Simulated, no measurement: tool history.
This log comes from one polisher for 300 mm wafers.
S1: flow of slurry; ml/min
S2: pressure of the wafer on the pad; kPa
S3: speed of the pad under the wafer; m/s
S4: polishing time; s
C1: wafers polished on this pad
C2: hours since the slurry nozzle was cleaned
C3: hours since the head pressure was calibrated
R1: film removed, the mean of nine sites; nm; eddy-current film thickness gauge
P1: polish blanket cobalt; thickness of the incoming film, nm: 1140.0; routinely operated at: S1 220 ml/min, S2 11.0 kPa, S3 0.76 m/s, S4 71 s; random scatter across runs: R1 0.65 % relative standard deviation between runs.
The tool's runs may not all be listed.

{"run": 1, "hour": 4.5, "S1": 220, "S2": 11.0, "S3": 0.76, "S4": 71, "C1": 859, "C2": 289.4, "C3": 172.6, "R1": 208.32}
{"run": 2, "hour": 9.4, "S1": 130, "S2": 11.0, "S3": 0.76, "S4": 71, "C1": 912, "C2": 294.3, "C3": 177.5, "R1": 190.79}
{"run": 3, "hour": 18.6, "S1": 220, "S2": 11.0, "S3": 0.76, "S4": 71, "C1": 1013, "C2": 303.5, "C3": 186.7, "R1": 208.06}
{"run": 4, "hour": 25.3, "S1": 340, "S2": 11.0, "S3": 0.76, "S4": 71, "C1": 1087, "C2": 310.2, "C3": 193.4, "R1": 216.99}
{"run": 5, "hour": 30.4, "S1": 220, "S2": 4.8, "S3": 0.76, "S4": 71, "C1": 1143, "C2": 315.3, "C3": 198.5, "R1": 91.471}
{"run": 6, "hour": 36.1, "S1": 220, "S2": 11.0, "S3": 0.76, "S4": 71, "C1": 1205, "C2": 321.0, "C3": 204.2, "R1": 207.87}
{"run": 7, "hour": 41.5, "S1": 220, "S2": 11.0, "S3": 0.76, "S4": 71, "C1": 1264, "C2": 326.4, "C3": 209.6, "R1": 209.16}
{"run": 8, "hour": 51.0, "S1": 220, "S2": 11.0, "S3": 0.34, "S4": 71, "C1": 1369, "C2": 335.9, "C3": 219.1, "R1": 92.927}
{"run": 9, "hour": 57.2, "S1": 220, "S2": 6.9, "S3": 0.96, "S4": 71, "C1": 1437, "C2": 342.1, "C3": 225.3, "R1": 163.75}
{"run": 10, "hour": 65.4, "S1": 220, "S2": 17.9, "S3": 0.76, "S4": 71, "C1": 1527, "C2": 350.3, "C3": 233.5, "R1": 335.38}
{"run": 11, "hour": 71.4, "S1": 220, "S2": 11.0, "S3": 0.76, "S4": 71, "C1": 1592, "C2": 356.3, "C3": 239.5, "R1": 208.74}
{"run": 12, "hour": 76.6, "S1": 220, "S2": 11.0, "S3": 1.04, "S4": 71, "C1": 1649, "C2": 361.5, "C3": 244.7, "R1": 281.75}
{"run": 13, "hour": 84.5, "S1": 220, "S2": 11.0, "S3": 0.76, "S4": 32, "C1": 1736, "C2": 369.4, "C3": 252.6, "R1": 93.672}
{"run": 14, "hour": 92.3, "S1": 220, "S2": 11.0, "S3": 0.76, "S4": 71, "C1": 1822, "C2": 377.2, "C3": 260.4, "R1": 205.52}
{"run": 15, "hour": 98.4, "S1": 220, "S2": 11.0, "S3": 0.76, "S4": 113, "C1": 1889, "C2": 383.3, "C3": 266.5, "R1": 333.67}
{"run": 16, "hour": 107.8, "S1": 220, "S2": 11.0, "S3": 0.76, "S4": 71, "C1": 1992, "C2": 392.7, "C3": 275.9, "R1": 208.09}
{"run": 17, "hour": 116.4, "S1": 220, "S2": 11.0, "S3": 0.76, "S4": 71, "C1": 2086, "C2": 401.3, "C3": 284.5, "R1": 201.78}
{"run": 18, "hour": 121.2, "S1": 220, "S2": 11.0, "S3": 0.76, "S4": 71, "C1": 2139, "C2": 406.1, "C3": 289.3, "R1": 201.85}
{"run": 19, "hour": 130.8, "S1": 220, "S2": 11.0, "S3": 0.76, "S4": 71, "C1": 2244, "C2": 415.7, "C3": 298.9, "R1": 200.59}
{"run": 20, "hour": 137.1, "S1": 220, "S2": 11.0, "S3": 0.76, "S4": 71, "C1": 2313, "C2": 422.0, "C3": 305.2, "R1": 199.32}
{"hour": 139.2, "done": "head pressure recalibrated"}
{"run": 21, "hour": 144.1, "S1": 220, "S2": 11.0, "S3": 0.76, "S4": 71, "C1": 2390, "C2": 429.0, "C3": 5.0, "R1": 198.07}
{"run": 22, "hour": 153.0, "S1": 220, "S2": 11.0, "S3": 0.76, "S4": 71, "C1": 2487, "C2": 437.9, "C3": 13.9, "R1": 196.26}
{"run": 23, "hour": 162.2, "S1": 220, "S2": 11.0, "S3": 0.76, "S4": 71, "C1": 2588, "C2": 447.1, "C3": 23.1, "R1": 197.56}
{"run": 24, "hour": 167.0, "S1": 220, "S2": 11.0, "S3": 0.76, "S4": 71, "C1": 2641, "C2": 451.9, "C3": 27.9, "R1": 199.23}

P1 no longer gives what it gave before; its output has crept away from where it was. The following 2 causes, each at its listed size, fit the log equally well:
A: removal rate lost through wear of the pad, % = 4.57
B: slurry flow missing at the pad, % = 28.2
Creep in the process output first set in at about hour 107.8.
Other possible causes, and why each is ruled out:
head's pressure below its setpoint, %: work on it at hour 139.2, done after the drift set in, did not restore what the process gave before

Of the 4 check runs below, each run on 3 wafers with the results averaged and each result still a question mark, which one would tell the listed causes apart?
{"run": "check 1", "hour": 171.8, "S1": 130, "S2": 11.0, "S3": 0.76, "S4": 105, "R1": "?"}
{"run": "check 2", "hour": 171.8, "S1": 220, "S2": 17.9, "S3": 0.76, "S4": 71, "R1": "?"}
{"run": "check 3", "hour": 171.8, "S1": 220, "S2": 11.0, "S3": 0.52, "S4": 95, "R1": "?"}
{"run": "check 4", "hour": 171.8, "S1": 220, "S2": 11.0, "S3": 0.6, "S4": 102, "R1": "?"}

What each check would give under each cause:
check=check_1 result=R1 if_A=270.120 if_B=262.430
check=check_2 result=R1 if_A=322.070 if_B=322.100
check=check_3 result=R1 if_A=181.450 if_B=181.460
check=check_4 result=R1 if_A=224.790 if_B=224.810
How far apart the two closest causes lie, in the result that separates them most: check 1 2.89 %; check 2 0.01 %; check 3 0.01 %; check 4 0.01 %
The causes can be told apart only by check 1. The other checks would give nearly the same results under each of them.

Check 1 has now been run. It gave: R1 262.710 nm. Which of the candidate causes is it?

It was cause B: slurry flow missing at the pad, %.
